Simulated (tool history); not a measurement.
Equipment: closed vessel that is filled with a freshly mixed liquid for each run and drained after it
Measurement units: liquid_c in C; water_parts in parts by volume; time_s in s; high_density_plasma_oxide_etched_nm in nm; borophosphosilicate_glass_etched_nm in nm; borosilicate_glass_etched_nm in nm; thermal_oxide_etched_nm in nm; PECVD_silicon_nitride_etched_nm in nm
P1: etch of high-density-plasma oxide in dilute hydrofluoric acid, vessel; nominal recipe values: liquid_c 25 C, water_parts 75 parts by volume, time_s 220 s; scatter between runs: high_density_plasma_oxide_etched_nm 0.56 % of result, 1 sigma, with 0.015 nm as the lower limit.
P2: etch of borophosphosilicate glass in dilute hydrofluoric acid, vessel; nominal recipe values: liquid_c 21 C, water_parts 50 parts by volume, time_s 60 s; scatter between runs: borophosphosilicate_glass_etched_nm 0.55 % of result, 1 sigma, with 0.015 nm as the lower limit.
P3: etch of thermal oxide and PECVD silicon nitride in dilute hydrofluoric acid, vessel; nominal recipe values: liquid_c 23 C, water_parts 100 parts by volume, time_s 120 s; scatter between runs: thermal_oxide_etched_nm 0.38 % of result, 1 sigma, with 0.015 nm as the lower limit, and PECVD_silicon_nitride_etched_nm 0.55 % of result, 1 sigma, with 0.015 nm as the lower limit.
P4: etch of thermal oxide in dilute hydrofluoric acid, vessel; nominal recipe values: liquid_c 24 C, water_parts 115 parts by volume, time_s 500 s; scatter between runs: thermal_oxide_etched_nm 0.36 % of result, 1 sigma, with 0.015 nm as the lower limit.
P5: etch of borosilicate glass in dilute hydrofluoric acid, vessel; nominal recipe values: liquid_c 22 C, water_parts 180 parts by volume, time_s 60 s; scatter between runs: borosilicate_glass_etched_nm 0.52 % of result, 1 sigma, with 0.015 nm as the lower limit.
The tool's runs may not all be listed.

run,hour,process,liquid_c,water_parts,time_s,hours since the thermometer was replaced,hours since the hydrofluoric acid flow meter was replaced,high_density_plasma_oxide_etched_nm,borophosphosilicate_glass_etched_nm,borosilicate_glass_etched_nm,thermal_oxide_etched_nm,PECVD_silicon_nitride_etched_nm
1,3.2,P1,25,75,220,250.4,547.2,34.997,,,,
2,5.4,P2,21,50,60,252.6,549.4,,68.766,,,
3,8.9,P5,17,180,60,256.1,552.9,,,7.9977,,
4,11.9,P3,23,100,30,259.1,555.9,,,,1.3403,1.375
5,14.3,P1,25,75,70,261.5,558.3,11.188,,,,
6,18.4,P1,17.5,75,220,265.6,562.4,25.5,,,,
7,23.4,P1,25,20,220,270.6,567.4,142.06,,,,
8,25.8,P1,25,75,220,273,569.8,35.319,,,,
9,29,P2,21,20,60,276.2,573,,178.34,,,
10,32,P5,22,180,85,279.2,576,,,13.694,,
11,36.7,P2,17,50,60,283.9,580.7,,58.011,,,
12,40.4,P3,31,100,120,287.6,584.4,,,,7.4553,9.1261
13,42.9,P4,24,115,900,290.1,586.9,,,,36.058,
14,47.9,P4,24,35,500,295.1,591.9,,,,72.431,
15,52,P1,25,75,220,299.2,596,35.158,,,,
16,54.8,P1,25,75,330,302,598.8,52.127,,,,
17,57.5,P5,22,255,60,304.7,601.5,,,6.2871,,
18,60.7,P4,19,115,500,307.9,604.7,,,,16.412,
19,65.6,P3,23,100,120,312.8,609.6,,,,5.4702,5.422
20,69,P3,23,150,120,316.2,613,,,,3.4611,3.6625
21,72.7,P1,25,75,220,319.9,616.7,35.148,,,,
22,75.4,P1,32.5,75,220,322.6,619.4,46.963,,,,
23,79.9,P1,32.5,110,220,327.1,623.9,30.12,,,,

Expected results for the next run?
24,84.2,P5,22,180,60,331.4,628.2,,,?,,

{"run 24": {"borosilicate_glass_etched_nm": 9.6867}}
